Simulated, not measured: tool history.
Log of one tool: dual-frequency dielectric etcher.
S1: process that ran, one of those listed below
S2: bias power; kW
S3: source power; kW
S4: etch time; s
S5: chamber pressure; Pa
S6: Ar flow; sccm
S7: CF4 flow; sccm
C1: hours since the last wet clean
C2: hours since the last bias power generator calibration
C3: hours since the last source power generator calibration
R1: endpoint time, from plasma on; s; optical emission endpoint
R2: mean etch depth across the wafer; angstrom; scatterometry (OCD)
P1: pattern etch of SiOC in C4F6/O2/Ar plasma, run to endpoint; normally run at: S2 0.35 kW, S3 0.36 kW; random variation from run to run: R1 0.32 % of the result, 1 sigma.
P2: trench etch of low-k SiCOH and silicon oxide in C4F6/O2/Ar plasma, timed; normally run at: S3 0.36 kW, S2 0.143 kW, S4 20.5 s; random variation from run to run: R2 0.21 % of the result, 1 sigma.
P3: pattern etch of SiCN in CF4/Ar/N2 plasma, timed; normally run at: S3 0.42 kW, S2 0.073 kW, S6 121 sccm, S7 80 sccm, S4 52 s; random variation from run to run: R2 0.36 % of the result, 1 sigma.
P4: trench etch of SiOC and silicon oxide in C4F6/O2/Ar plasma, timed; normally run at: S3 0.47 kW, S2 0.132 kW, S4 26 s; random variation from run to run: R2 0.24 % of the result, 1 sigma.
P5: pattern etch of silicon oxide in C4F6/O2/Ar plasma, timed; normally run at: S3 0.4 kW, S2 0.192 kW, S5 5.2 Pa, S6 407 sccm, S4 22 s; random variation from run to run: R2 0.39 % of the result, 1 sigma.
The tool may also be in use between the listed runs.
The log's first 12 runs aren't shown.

run,hour,S1,S2,S3,S4,S5,S6,S7,C1,C2,C3,R1,R2
13,169.4,P5,0.192,0.55,22,5.2,407,,480.9,915.3,1689.6,,775.86
14,188.6,P1,0.267,0.28,,,,,500.1,934.5,1708.8,14.913,
15,204.4,P3,0.073,0.42,52,,121,80,515.9,950.3,1724.6,,419.79
16,217.4,P5,0.192,0.4,12,5.2,407,,528.9,963.3,1737.6,,374.83
17,232,P1,0.35,0.46,,,,,543.5,977.9,1752.2,11.225,
18,248.8,P2,0.143,0.36,20.5,,,,560.3,994.7,1769,,576.56
19,266.6,P2,0.176,0.36,20.5,,,,578.1,1012.5,1786.8,,613.97
20,279.4,P5,0.192,0.4,22,5.2,488,,590.9,1025.3,1799.6,,666.48
# hour 293.7: bias power generator calibrated
21,298.5,P2,0.143,0.49,20.5,,,,610,4.9,1818.7,,647.73
22,309.9,P4,0.171,0.47,26,,,,621.4,16.3,1830.1,,554.48
23,328.2,P3,0.073,0.42,52,,171,80,639.7,34.6,1848.4,,402.96
24,338.8,P3,0.073,0.34,52,,121,80,650.3,45.2,1859,,351.42
25,350.2,P3,0.073,0.42,52,,121,98,661.7,56.6,1870.4,,436.02
26,367,P1,0.35,0.28,,,,,678.5,73.4,1887.2,13.54,
27,379.2,P2,0.143,0.36,20.5,,,,690.7,85.6,1899.4,,575.36
28,388.2,P1,0.413,0.36,,,,,699.7,94.6,1908.4,11.626,
29,397.4,P4,0.132,0.47,16.5,,,,708.9,103.8,1917.6,,324.36
30,407.4,P1,0.248,0.48,,,,,718.9,113.8,1927.6,12.458,
31,422,P1,0.35,0.36,,,,,733.5,128.4,1942.2,12.283,
32,430.7,P3,0.103,0.42,52,,121,80,742.2,137.1,1950.9,,480.15
33,439.4,P5,0.256,0.4,22,5.2,407,,750.9,145.8,1959.6,,753.1
34,449.6,P1,0.35,0.36,,,,,761.1,156,1969.8,12.326,
35,458.5,P1,0.35,0.36,,,,,770,164.9,1978.7,12.305,
36,468,P1,0.35,0.36,,,,,779.5,174.4,1988.2,12.23,
37,482.9,P1,0.35,0.36,,,,,794.4,189.3,2003.1,12.185,

Run 38 comes next. What will it give?
38,494.8,P1,0.35,0.36,,,,,806.3,201.2,2015,?,

R1: 12.203 s

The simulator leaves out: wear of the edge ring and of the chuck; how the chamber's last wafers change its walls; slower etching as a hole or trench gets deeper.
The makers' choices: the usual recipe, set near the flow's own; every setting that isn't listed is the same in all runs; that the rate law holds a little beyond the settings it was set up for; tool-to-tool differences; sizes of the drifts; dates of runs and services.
